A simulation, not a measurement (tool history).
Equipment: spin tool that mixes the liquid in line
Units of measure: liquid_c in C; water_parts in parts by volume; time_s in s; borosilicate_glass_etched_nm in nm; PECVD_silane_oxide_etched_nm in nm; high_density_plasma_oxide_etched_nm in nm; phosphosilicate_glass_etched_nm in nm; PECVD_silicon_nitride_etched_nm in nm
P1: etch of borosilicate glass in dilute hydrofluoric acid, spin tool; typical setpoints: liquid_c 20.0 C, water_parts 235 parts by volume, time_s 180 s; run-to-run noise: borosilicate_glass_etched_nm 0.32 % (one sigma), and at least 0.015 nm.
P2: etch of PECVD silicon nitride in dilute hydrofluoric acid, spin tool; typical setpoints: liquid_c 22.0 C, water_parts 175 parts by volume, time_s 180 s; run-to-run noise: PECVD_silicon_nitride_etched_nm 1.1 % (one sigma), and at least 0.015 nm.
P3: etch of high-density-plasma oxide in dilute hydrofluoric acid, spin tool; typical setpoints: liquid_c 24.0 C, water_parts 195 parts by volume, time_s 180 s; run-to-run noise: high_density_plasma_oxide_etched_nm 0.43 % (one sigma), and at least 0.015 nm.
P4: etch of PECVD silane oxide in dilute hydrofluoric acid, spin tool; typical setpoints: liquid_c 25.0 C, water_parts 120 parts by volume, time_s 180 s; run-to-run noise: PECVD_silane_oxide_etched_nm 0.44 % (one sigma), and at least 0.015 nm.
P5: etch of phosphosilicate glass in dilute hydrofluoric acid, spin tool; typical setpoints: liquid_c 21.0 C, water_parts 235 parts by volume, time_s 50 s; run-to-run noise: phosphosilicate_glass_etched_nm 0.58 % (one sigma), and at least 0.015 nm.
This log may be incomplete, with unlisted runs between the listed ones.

run   hour  process  liquid_c  water_parts  time_s  borosilicate_glass_etched_nm  PECVD_silane_oxide_etched_nm  high_density_plasma_oxide_etched_nm  phosphosilicate_glass_etched_nm  PECVD_silicon_nitride_etched_nm
  1    7.9       P1      20.0          235     180                       12.5600
  2   19.1       P4      25.0          205     180                                                     15.4010
  3   35.2       P1      20.0          235      65                        4.4948
      40.8  -- hydrofluoric acid flow meter replaced
  4   49.5       P1      17.0          235     180                       11.1420
  5   57.2       P3      24.0          195      65                                                                                           1.7141
  6   72.3       P4      30.5          120     180                                                     36.1130
  7   86.7       P5      17.0          235      50                                                                                                                           26.6510
  8   97.3       P2      22.0          175     315                                                                                                                                                             3.7806
  9  109.0       P2      22.0          270     180                                                                                                                                                             1.3716
 10  124.3       P1      20.0          125     180                       26.1310
 11  135.5       P1      20.0          235     180                       12.5220
 12  144.9       P5      21.0          415      50                                                                                                                           14.7480
 13  157.4       P1      25.5          235     180                       15.3370
 14  170.6       P3      24.0          195     180                                                                                           4.8082
 15  185.4       P1      20.0          430     180                        5.7598
 16  201.6       P2      22.0          175     180                                                                                                                                                             2.1700
 17  213.7       P3      30.0          195     180                                                                                           5.9164
 18  225.5       P4      25.0          120     180                                                     29.2320
 19  238.6       P4      25.0          120      35                                                      5.7001
 20  255.2       P1      20.0          235     180                       12.5160
 21  268.5       P5      21.0          235      50                                                                                                                           30.9290
 22  285.1       P5      21.0          235      50                                                                                                                           30.8400
 23  301.5       P1      26.0          235      75                        6.4914
 24  311.9       P1      20.0          405     350                       12.1600
 25  322.0       P1      20.0          235     180                       12.4540
 26  331.3       P1      20.0          235     355                       24.6610
 27  340.9       P3      24.0          100     180                                                                                          10.4120
 28  353.5       P4      25.0          120     180                                                     29.4010
 29  360.7       P2      27.5          175     180                                                                                                                                                             3.0396
 30  371.1       P1      20.0          235     180                       12.4540
 31  379.2       P5      21.0          235      15                                                                                                                            9.2836
 32  390.7       P1      20.0          235     180                       12.5320
 33  401.0       P1      20.0          235     180                       12.7340
 34  408.7       P1      20.0          235     180                       12.9120
 35  424.5       P1      20.0          235     180                       13.1210
 36  437.4       P1      20.0          235     180                       13.2770
 37  450.3       P1      20.0          235     180                       13.3910
 38  461.8       P1      20.0          235     180                       13.3090
 39  477.5       P1      20.0          235     180                       13.4740
 40  490.0       P1      20.0          235     180                       13.4790
 41  502.9       P1      20.0          235     180                       13.3910
 42  510.1       P1      20.0          235     180                       13.4210
 43  517.3       P1      20.0          235     180                       13.4410

What P1 gives has crept away from where it was. These 2 causes fit the log equally well, each at the size given:
A: liquid hotter than its thermometer reads (K) = 2.02
B: hydrofluoric acid flow above the setpoint (%) = 6.4
Onset of the creep was near hour 390.7.

Each of the check runs listed below is run on 3 wafers and reports their average, with the results left as question marks. Pick the one under which the possible causes would lead to clearly different results.
check 1  524.5       P2      22.0          255     180                                                                                                                                                                  ?
check 2  524.5       P5      17.5          235      50                                                                                                                                 ?
check 3  524.5       P4      30.0          120     180                                                           ?
check 4  524.5       P3      24.0          195      75                                                                                                ?

If the cause were each of the candidates in turn, the checks would give the following:
  check                               result     if A     if B
check 1      PECVD_silicon_nitride_etched_nm   1.6700   1.5639
check 2      phosphosilicate_glass_etched_nm  29.2310  29.1440
check 3         PECVD_silane_oxide_etched_nm  37.9750  37.9100
check 4  high_density_plasma_oxide_etched_nm   2.1387   2.1402
Minimum pairwise separation of causes per check, each pair taken at its best-separating result: check 1 6.56 %; check 2 0.3 %; check 3 0.17 %; check 4 0.07 %
Check 1 tells the causes apart: in the others they would give nearly the same result.

Here is what check 1 returned: PECVD_silicon_nitride_etched_nm 1.6881 nm. Which cause is it?

Of the candidate causes, it is A: liquid hotter than its thermometer reads (K).

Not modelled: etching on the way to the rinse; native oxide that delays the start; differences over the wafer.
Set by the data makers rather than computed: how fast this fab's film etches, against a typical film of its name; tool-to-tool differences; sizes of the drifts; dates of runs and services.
